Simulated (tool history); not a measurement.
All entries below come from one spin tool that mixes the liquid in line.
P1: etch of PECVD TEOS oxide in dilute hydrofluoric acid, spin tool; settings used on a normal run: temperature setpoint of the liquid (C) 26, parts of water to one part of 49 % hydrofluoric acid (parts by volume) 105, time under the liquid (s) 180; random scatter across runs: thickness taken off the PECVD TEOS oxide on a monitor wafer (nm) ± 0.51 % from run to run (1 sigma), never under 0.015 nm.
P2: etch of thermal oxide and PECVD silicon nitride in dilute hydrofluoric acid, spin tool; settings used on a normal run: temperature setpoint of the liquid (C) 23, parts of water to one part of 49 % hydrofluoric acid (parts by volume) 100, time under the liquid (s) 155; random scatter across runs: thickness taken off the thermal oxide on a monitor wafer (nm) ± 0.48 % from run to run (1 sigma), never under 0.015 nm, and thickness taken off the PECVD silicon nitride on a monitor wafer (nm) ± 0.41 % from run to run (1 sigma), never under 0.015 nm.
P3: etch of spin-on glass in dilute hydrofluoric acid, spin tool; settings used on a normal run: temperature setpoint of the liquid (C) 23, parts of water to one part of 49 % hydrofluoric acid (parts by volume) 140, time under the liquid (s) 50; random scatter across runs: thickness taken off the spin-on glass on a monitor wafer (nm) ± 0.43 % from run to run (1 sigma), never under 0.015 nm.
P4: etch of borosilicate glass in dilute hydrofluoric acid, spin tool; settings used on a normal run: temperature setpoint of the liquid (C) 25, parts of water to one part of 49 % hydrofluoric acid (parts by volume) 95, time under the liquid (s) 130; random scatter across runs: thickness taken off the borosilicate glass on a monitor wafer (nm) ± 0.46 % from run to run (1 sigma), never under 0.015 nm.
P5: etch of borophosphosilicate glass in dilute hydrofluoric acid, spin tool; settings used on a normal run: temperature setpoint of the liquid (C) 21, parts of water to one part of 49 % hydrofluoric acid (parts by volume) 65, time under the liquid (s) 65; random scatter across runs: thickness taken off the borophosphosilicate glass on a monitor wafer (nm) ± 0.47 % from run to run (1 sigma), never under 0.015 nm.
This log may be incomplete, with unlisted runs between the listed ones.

run,hour,process that ran,temperature setpoint of the liquid (C),parts of water to one part of 49 % hydrofluoric acid (parts by volume),time under the liquid (s),hours since the thermometer was replaced,hours since the hydrofluoric acid flow meter was replaced,thickness taken off the PECVD TEOS oxide on a monitor wafer (nm),thickness taken off the thermal oxide on a monitor wafer (nm),thickness taken off the PECVD silicon nitride on a monitor wafer (nm),thickness taken off the spin-on glass on a monitor wafer (nm),thickness taken off the borosilicate glass on a monitor wafer (nm),thickness taken off the borophosphosilicate glass on a monitor wafer (nm)
1,13.3,P1,26,105,180,345.9,1473.4,17.151,,,,,
2,24.5,P2,28.5,100,155,357.1,1484.6,,8.9133,9.0954,,,
3,39,P2,23,55,155,371.6,1499.1,,13.686,11.584,,,
4,51.4,P1,31.5,165,180,384,1511.5,12.259,,,,,
5,63.4,P1,18,105,180,396,1523.5,12.327,,,,,
6,80.9,P1,26,20,180,413.5,1541,99.845,,,,,
7,92.6,P3,17,140,50,425.2,1552.7,,,,7.8623,,
8,109,P3,23,140,50,441.6,1569.1,,,,9.9251,,
9,119.2,P4,25,170,130,451.8,1579.3,,,,,17.982,
10,133.4,P5,26,65,65,466,1593.5,,,,,,56.642
11,146.4,P4,25,95,15,479,1606.5,,,,,4.0356,
12,155.5,P1,30,155,180,488.1,1615.6,12.557,,,,,
13,174.5,P1,32.5,105,65,507.1,1634.6,7.7852,,,,,
14,186,P1,26,105,40,518.6,1646.1,3.7837,,,,,
15,205.2,P4,25,95,130,537.8,1665.3,,,,,35.141,
16,216.9,P5,21,65,95,549.5,1677,,,,,,66.9
17,226.3,P1,26,155,180,558.9,1686.4,10.815,,,,,
18,245.2,P3,23,40,50,577.8,1705.3,,,,39.324,,
19,258.8,P3,23,140,75,591.4,1718.9,,,,14.896,,
20,275.7,P1,26,105,180,608.3,1735.8,17.01,,,,,
21,294.7,P5,21,65,65,627.3,1754.8,,,,,,45.726
22,307.8,P1,26,105,180,640.4,1767.9,16.964,,,,,
23,318.4,P2,23,100,285,651,1778.5,,13.234,11.807,,,
24,331.5,P2,23,100,155,664.1,1791.6,,7.1712,6.3775,,,
25,350.2,P4,25,95,130,682.8,1810.3,,,,,34.872,
26,360.9,P4,29.5,95,130,693.5,1821,,,,,41.657,
27,371.6,P5,21,100,65,704.2,1831.7,,,,,,28.268
28,383.9,P1,26,105,285,716.5,1844,26.88,,,,,
29,399.5,P1,33.5,105,180,732.1,1859.6,22.633,,,,,
30,413.5,P3,23,140,50,746.1,1873.6,,,,9.9633,,
31,430.5,P1,26,105,180,763.1,1890.6,16.933,,,,,
32,449.8,P1,26,105,180,782.4,1909.9,16.967,,,,,
33,458.1,P1,26,105,180,790.7,1918.2,16.737,,,,,
34,472.1,P1,26,105,180,804.7,1932.2,16.425,,,,,
35,489.6,P1,26,105,180,822.2,1949.7,16.022,,,,,
36,505.7,P1,26,105,180,838.3,1965.8,16.254,,,,,
37,520.6,P1,26,105,180,853.2,1980.7,16.242,,,,,
38,530.1,P1,26,105,180,862.7,1990.2,16.009,,,,,
39,543.5,P1,26,105,180,876.1,2003.6,16.11,,,,,

What P1 gives has crept off from where it sat before. The 2 causes that follow fit the log equally well, each at the size noted:
A: liquid colder than its thermometer reads (K) = 1.46
B: hydrofluoric acid flow below the setpoint (%) = 4.87
Creep in the process output first set in at about hour 449.8.

Below are 4 check runs, each on a single wafer, with their results shown as question marks. Which of them would tell the listed causes apart, meaning the causes would give clearly different results under it?
check 1,556.9,P4,25,160,55,,,,,,,?,
check 2,556.9,P5,24.5,90,65,,,,,,,,?
check 3,556.9,P3,17,140,50,,,,,,?,,
check 4,556.9,P2,23,55,260,,,,?,?,,,

Expected result of each check under each candidate cause:
check,result,if A,if B
check 1,thickness taken off the borosilicate glass on a monitor wafer (nm),7.676,7.6449
check 2,thickness taken off the borophosphosilicate glass on a monitor wafer (nm),34.878,34.97
check 3,thickness taken off the spin-on glass on a monitor wafer (nm),7.3853,7.4124
check 4,thickness taken off the thermal oxide on a monitor wafer (nm),21.776,21.931
check 4,thickness taken off the PECVD silicon nitride on a monitor wafer (nm),17.482,18.388
How far apart the two closest causes lie, in the result that separates them most: check 1 0.41 %; check 2 0.26 %; check 3 0.37 %; check 4 5.06 %
The causes can be told apart only by check 4. The other checks would give nearly the same results under each of them.

The results of check 4 are: thickness taken off the thermal oxide on a monitor wafer (nm) 21.745; thickness taken off the PECVD silicon nitride on a monitor wafer (nm) 17.55. Based on these, which of the listed causes is it?

Of the candidate causes, it is A: liquid colder than its thermometer reads (K).

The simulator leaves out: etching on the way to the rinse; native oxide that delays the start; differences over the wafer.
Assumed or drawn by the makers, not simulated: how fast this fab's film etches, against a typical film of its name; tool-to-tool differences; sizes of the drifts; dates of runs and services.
